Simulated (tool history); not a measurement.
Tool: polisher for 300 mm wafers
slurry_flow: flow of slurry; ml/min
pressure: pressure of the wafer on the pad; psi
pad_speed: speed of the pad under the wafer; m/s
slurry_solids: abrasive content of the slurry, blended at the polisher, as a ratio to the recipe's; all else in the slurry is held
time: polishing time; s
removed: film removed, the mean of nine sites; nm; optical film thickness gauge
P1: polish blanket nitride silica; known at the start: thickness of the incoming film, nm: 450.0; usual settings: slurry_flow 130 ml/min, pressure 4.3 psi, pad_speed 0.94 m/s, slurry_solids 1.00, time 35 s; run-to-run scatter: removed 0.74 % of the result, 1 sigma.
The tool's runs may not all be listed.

| run | day | slurry_flow | pressure | pad_speed | slurry_solids | time | wafers polished on this pad | hours since the slurry nozzle was cleaned | hours since the head pressure was calibrated | hours since the slurry blender was calibrated | hours since the conditioning disc was replaced | removed |
|---|---|---|---|---|---|---|---|---|---|---|---|---|
| 1 | 0.683 | 130 | 4.3 | 0.94 | 1.00 | 35 | 403 | 388.1 | 241.9 | 281.1 | 150.7 | 24.696 |
| 2 | 1.233 | 130 | 4.3 | 0.94 | 0.50 | 35 | 526 | 401.3 | 255.1 | 294.3 | 163.9 | 17.070 |
| 3 | 1.617 | 165 | 4.3 | 0.62 | 1.00 | 35 | 613 | 410.5 | 264.3 | 303.5 | 173.1 | 18.179 |
| 4 | 2.333 | 130 | 4.3 | 1.38 | 1.00 | 35 | 774 | 427.7 | 281.5 | 320.7 | 190.3 | 33.965 |
| 5 | 2.704 | 130 | 4.3 | 0.94 | 1.00 | 22 | 857 | 436.6 | 290.4 | 329.6 | 199.2 | 15.346 |
| 6 | 3.225 | 130 | 4.3 | 0.94 | 1.00 | 35 | 975 | 449.1 | 302.9 | 342.1 | 211.7 | 24.593 |
| 7 | 3.750 | 205 | 4.3 | 0.94 | 1.00 | 35 | 1093 | 461.7 | 315.5 | 354.7 | 224.3 | 26.660 |
| 8 | 4.254 | 130 | 4.3 | 0.94 | 1.00 | 35 | 1206 | 473.8 | 327.6 | 366.8 | 236.4 | 24.637 |
| 9 | 4.658 | 130 | 5.4 | 0.94 | 1.00 | 35 | 1297 | 483.5 | 337.3 | 376.5 | 246.1 | 31.259 |
| 10 | 5.367 | 130 | 4.3 | 0.94 | 0.75 | 20 | 1457 | 500.5 | 354.3 | 393.5 | 263.1 | 12.369 |
|  | 5.383 | slurry nozzle cleaned |
| 11 | 5.883 | 130 | 4.3 | 0.94 | 1.00 | 35 | 1573 | 12.1 | 366.7 | 405.9 | 275.5 | 24.861 |
| 12 | 6.471 | 130 | 4.3 | 0.94 | 1.00 | 55 | 1705 | 26.2 | 380.8 | 420.0 | 289.6 | 38.572 |
| 13 | 7.021 | 130 | 4.3 | 0.94 | 1.00 | 35 | 1829 | 39.4 | 394.0 | 433.2 | 302.8 | 24.582 |
| 14 | 7.383 | 170 | 2.4 | 0.94 | 1.00 | 35 | 1911 | 48.1 | 402.7 | 441.9 | 311.5 | 14.448 |
| 15 | 7.896 | 130 | 4.3 | 0.94 | 1.25 | 35 | 2026 | 60.4 | 415.0 | 454.2 | 323.8 | 27.180 |
| 16 | 8.292 | 130 | 4.3 | 0.48 | 1.00 | 35 | 2115 | 69.9 | 424.5 | 463.7 | 333.3 | 14.502 |
| 17 | 8.750 | 80 | 4.3 | 0.94 | 1.00 | 35 | 2218 | 80.9 | 435.5 | 474.7 | 344.3 | 21.926 |
| 18 | 9.200 | 130 | 1.9 | 0.94 | 1.00 | 35 | 2320 | 91.7 | 446.3 | 485.5 | 355.1 | 10.887 |
| 19 | 9.621 | 130 | 4.3 | 0.94 | 1.00 | 35 | 2414 | 101.8 | 456.4 | 495.6 | 365.2 | 24.683 |
| 20 | 10.004 | 130 | 4.3 | 0.94 | 1.00 | 35 | 2501 | 111.0 | 465.6 | 504.8 | 374.4 | 24.061 |
| 21 | 10.708 | 130 | 4.3 | 0.94 | 1.00 | 35 | 2659 | 127.9 | 482.5 | 521.7 | 391.3 | 22.828 |
| 22 | 11.379 | 130 | 4.3 | 0.94 | 1.00 | 35 | 2810 | 144.0 | 498.6 | 537.8 | 407.4 | 22.462 |
| 23 | 11.717 | 130 | 4.3 | 0.94 | 1.00 | 35 | 2886 | 152.1 | 506.7 | 545.9 | 415.5 | 22.332 |
| 24 | 12.288 | 130 | 4.3 | 0.94 | 1.00 | 35 | 3014 | 165.8 | 520.4 | 559.6 | 429.2 | 22.104 |

Run 25 comes next. What will it give?
| 25 | 12.825 | 130 | 4.3 | 0.94 | 1.00 | 35 | 3135 | 178.7 | 533.3 | 572.5 | 442.1 | ? |

Run 25 gave removed 21.739 nm.
